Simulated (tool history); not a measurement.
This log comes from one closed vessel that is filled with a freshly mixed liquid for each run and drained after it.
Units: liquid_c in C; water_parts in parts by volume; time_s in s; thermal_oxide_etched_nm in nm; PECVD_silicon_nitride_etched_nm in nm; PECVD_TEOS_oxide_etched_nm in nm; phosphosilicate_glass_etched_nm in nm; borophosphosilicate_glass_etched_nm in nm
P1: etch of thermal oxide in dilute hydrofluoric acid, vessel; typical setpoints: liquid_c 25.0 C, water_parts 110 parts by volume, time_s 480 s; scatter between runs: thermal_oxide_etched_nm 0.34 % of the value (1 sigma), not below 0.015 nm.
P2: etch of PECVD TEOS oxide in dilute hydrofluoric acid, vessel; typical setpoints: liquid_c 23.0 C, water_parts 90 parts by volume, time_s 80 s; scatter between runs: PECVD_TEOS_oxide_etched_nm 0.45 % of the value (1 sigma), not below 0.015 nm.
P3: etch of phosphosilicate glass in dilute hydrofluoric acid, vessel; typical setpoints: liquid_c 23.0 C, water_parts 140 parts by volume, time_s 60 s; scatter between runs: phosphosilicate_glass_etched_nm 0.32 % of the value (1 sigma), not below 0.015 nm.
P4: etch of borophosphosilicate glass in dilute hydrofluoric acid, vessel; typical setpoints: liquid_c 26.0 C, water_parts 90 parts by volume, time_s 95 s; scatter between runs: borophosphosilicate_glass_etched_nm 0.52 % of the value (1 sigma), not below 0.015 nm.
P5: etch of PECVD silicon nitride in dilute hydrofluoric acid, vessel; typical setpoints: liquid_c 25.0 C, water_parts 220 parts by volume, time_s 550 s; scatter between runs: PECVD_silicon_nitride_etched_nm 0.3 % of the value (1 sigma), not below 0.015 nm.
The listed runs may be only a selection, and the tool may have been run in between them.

run	hour	process	liquid_c	water_parts	time_s	hours since the thermometer was replaced	hours since the hydrofluoric acid flow meter was replaced	thermal_oxide_etched_nm	PECVD_silicon_nitride_etched_nm	PECVD_TEOS_oxide_etched_nm	phosphosilicate_glass_etched_nm	borophosphosilicate_glass_etched_nm
1	12.4	P1	25.0	110	480	563.8	218.1	22.047				
2	22.5	P1	18.0	170	480	573.9	228.2	10.168				
3	36.3	P5	25.0	220	550	587.7	242.0		13.5900			
4	50.0	P2	23.0	90	80	601.4	255.7			20.787		
5	63.8	P3	23.0	140	60	615.2	269.5				65.593	
6	71.0	P4	26.0	90	95	622.4	276.7					43.419
7	77.8	P2	23.0	35	80	629.2	283.5			57.711		
8	91.4	P3	23.0	25	60	642.8	297.1				422.920	
# hour 101.3: thermometer replaced
9	105.9	P1	25.0	110	480	4.7	311.6	22.171				
10	113.3	P1	25.0	110	940	12.1	319.0	43.155				
11	121.7	P1	25.0	110	480	20.5	327.4	21.997				
12	129.3	P1	20.5	110	480	28.1	335.0	18.504				
13	139.5	P1	32.0	110	480	38.3	345.2	28.727				
14	154.5	P5	25.0	220	45	53.3	360.2		1.0887			
15	163.2	P4	26.0	90	140	62.0	368.9					64.433
16	178.0	P3	23.0	140	30	76.8	383.7				32.886	
17	185.3	P2	23.0	90	30	84.1	391.0			7.776		
18	195.2	P2	23.0	90	80	94.0	400.9			20.849		
19	205.9	P5	25.0	45	550	104.7	411.6		65.7640			
20	218.8	P1	25.0	110	480	117.6	424.5	22.152				
21	227.5	P4	21.0	90	95	126.3	433.2					35.767
22	239.4	P1	25.0	65	480	138.2	445.1	39.748				
23	253.4	P1	25.0	190	480	152.2	459.1	11.702				
24	266.5	P1	25.0	75	940	165.3	472.2	66.034				
25	274.1	P1	25.0	110	200	172.9	479.8	9.241				
26	283.1	P5	25.0	220	550	181.9	488.8		13.6650			

For run 27, what comes out?
27	291.4	P2	17.0	90	80	190.2	497.1			?		

PECVD_TEOS_oxide_etched_nm: 16.150 nm

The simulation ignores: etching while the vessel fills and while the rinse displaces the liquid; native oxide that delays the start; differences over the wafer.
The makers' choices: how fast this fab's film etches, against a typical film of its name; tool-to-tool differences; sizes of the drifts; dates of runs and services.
